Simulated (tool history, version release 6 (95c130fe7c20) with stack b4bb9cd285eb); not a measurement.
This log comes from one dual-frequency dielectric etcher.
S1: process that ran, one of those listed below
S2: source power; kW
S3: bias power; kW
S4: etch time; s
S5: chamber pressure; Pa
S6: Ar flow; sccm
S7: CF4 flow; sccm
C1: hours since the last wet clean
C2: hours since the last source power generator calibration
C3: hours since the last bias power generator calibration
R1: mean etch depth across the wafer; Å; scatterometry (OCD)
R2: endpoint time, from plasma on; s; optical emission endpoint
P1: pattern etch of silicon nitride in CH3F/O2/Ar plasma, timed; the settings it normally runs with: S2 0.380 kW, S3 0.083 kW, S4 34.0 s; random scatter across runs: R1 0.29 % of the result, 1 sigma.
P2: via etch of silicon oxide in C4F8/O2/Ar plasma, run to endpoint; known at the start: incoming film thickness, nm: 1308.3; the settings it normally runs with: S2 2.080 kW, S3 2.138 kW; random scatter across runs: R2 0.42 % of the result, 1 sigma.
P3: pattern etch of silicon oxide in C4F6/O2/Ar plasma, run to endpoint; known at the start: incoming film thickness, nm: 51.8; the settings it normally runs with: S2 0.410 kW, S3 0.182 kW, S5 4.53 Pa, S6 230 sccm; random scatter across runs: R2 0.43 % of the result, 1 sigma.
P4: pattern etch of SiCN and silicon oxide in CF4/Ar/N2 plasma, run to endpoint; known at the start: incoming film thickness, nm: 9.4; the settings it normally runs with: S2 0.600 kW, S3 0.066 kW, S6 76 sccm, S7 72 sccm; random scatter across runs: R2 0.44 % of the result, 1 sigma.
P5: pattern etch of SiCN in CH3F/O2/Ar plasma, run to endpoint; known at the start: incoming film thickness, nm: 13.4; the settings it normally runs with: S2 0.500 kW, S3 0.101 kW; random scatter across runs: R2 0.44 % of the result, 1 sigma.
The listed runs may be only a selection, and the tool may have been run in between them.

run	hour	S1	S2	S3	S4	S5	S6	S7	C1	C2	C3	R1	R2
1	19.1	P1	0.380	0.083	34.0				326.0	1819.1	879.0	248.67	
2	28.5	P3	0.410	0.182		4.53	278		335.4	1828.5	888.4		16.1510
3	40.5	P5	0.500	0.101					347.4	1840.5	900.4		30.1470
4	58.4	P2	2.080	2.138					365.3	1858.4	918.3		250.8400
5	69.6	P5	0.500	0.127					376.5	1869.6	929.5		27.7110
6	88.4	P1	0.210	0.083	34.0				395.3	1888.4	948.3	199.25	
7	106.2	P1	0.470	0.083	34.0				413.1	1906.2	966.1	269.09	
8	123.7	P2	2.080	1.740					430.6	1923.7	983.6		265.3900
9	142.7	P3	0.410	0.182		4.53	230		449.6	1942.7	1002.6		15.7480
10	153.8	P1	0.460	0.083	27.5				460.7	1953.8	1013.7	216.42	
11	171.7	P1	0.380	0.083	47.5				478.6	1971.7	1031.6	347.87	
12	182.6	P4	0.600	0.066			76	54	489.5	1982.6	1042.5		8.5875
13	196.3	P3	0.410	0.241		4.53	230		503.2	1996.3	1056.2		14.5470
# hour 205.0: bias power generator calibrated
14	208.5	P3	0.410	0.182		6.33	230		515.4	2008.5	3.5		16.5150
15	219.0	P4	0.600	0.066			76	72	525.9	2019.0	14.0		8.1677
16	228.5	P1	0.380	0.083	34.0				535.4	2028.5	23.5	249.88	
17	247.6	P5	0.330	0.101					554.5	2047.6	42.6		35.3160
18	259.6	P5	0.500	0.101					566.5	2059.6	54.6		29.9190
19	270.2	P3	0.530	0.182		4.53	230		577.1	2070.2	65.2		14.3710
20	278.6	P1	0.380	0.083	19.5				585.5	2078.6	73.6	142.06	
21	291.0	P4	0.600	0.066			54	72	597.9	2091.0	86.0		7.7640
22	309.2	P1	0.380	0.062	34.0				616.1	2109.2	104.2	224.36	
23	326.0	P4	0.350	0.066			76	72	632.9	2126.0	121.0		13.1680
24	336.8	P1	0.380	0.108	34.0				643.7	2136.8	131.8	274.27	
25	353.2	P1	0.380	0.083	34.0				660.1	2153.2	148.2	249.51	
26	372.1	P4	0.600	0.082			76	72	679.0	2172.1	167.1		7.5739
27	383.3	P1	0.380	0.083	34.0				690.2	2183.3	178.3	248.18	
28	395.3	P2	1.300	2.138					702.2	2195.3	190.3		302.1300
29	411.9	P1	0.380	0.083	34.0				718.8	2211.9	206.9	248.77	
30	422.4	P1	0.380	0.083	34.0				729.3	2222.4	217.4	247.99	
31	437.2	P1	0.380	0.083	34.0				744.1	2237.2	232.2	249.27	
32	449.5	P1	0.380	0.083	34.0				756.4	2249.5	244.5	247.88	
33	460.7	P1	0.380	0.083	34.0				767.6	2260.7	255.7	248.49	
34	469.8	P1	0.380	0.083	34.0				776.7	2269.8	264.8	246.60	
35	481.9	P1	0.380	0.083	34.0				788.8	2281.9	276.9	246.41	
36	495.2	P1	0.380	0.083	34.0				802.1	2295.2	290.2	244.80	
# hour 495.3: wet clean of the chamber
37	508.4	P1	0.380	0.083	34.0				13.1	2308.4	303.4	245.64	
38	527.3	P1	0.380	0.083	34.0				32.0	2327.3	322.3	245.77	
39	541.8	P1	0.380	0.083	34.0				46.5	2341.8	336.8	244.93	
40	560.4	P1	0.380	0.083	34.0				65.1	2360.4	355.4	244.67	
41	570.1	P1	0.380	0.083	34.0				74.8	2370.1	365.1	246.03	
42	587.5	P1	0.380	0.083	34.0				92.2	2387.5	382.5	244.80	

Compared with where it was, what P1 gives has crept away. Each cause listed below fits the log as well as the rest, at the size given for it:
A: bias power that arrives under what is set, % = 4.03
B: source power that arrives under what is set, % = 3.8
The creep began at about hour 437.2.
Other possible causes, and why each is ruled out:
chamber walls in a state that lowers the etch rate, %: maintenance at hour 495.3, after the shift began, did not return the process to its former output

You are offered 4 check runs, listed below with question marks in place of their results; each one averages 2 wafers. Which run separates the listed causes by giving clearly different results for each?
check 1	604.9	P4	0.600	0.066			76	72					?
check 2	604.9	P2	2.080	2.138									?
check 3	604.9	P3	0.410	0.182		4.53	230						?
check 4	604.9	P5	0.500	0.101									?

What each check would give under each cause:
check	result	if A	if B
check 1	R2	8.2565	8.4395
check 2	R2	253.7100	254.6200
check 3	R2	16.0490	16.0830
check 4	R2	30.4670	30.4390
How far apart the two closest causes lie, in the result that separates them most: check 1 2.19 %; check 2 0.36 %; check 3 0.21 %; check 4 0.09 %
Check 1 tells the causes apart: in the others they would give nearly the same result.

Check 1 was carried out, with these results: R2 8.2907 s. Which of the listed causes is responsible?

Of the candidate causes, it is A: bias power that arrives under what is set, %.
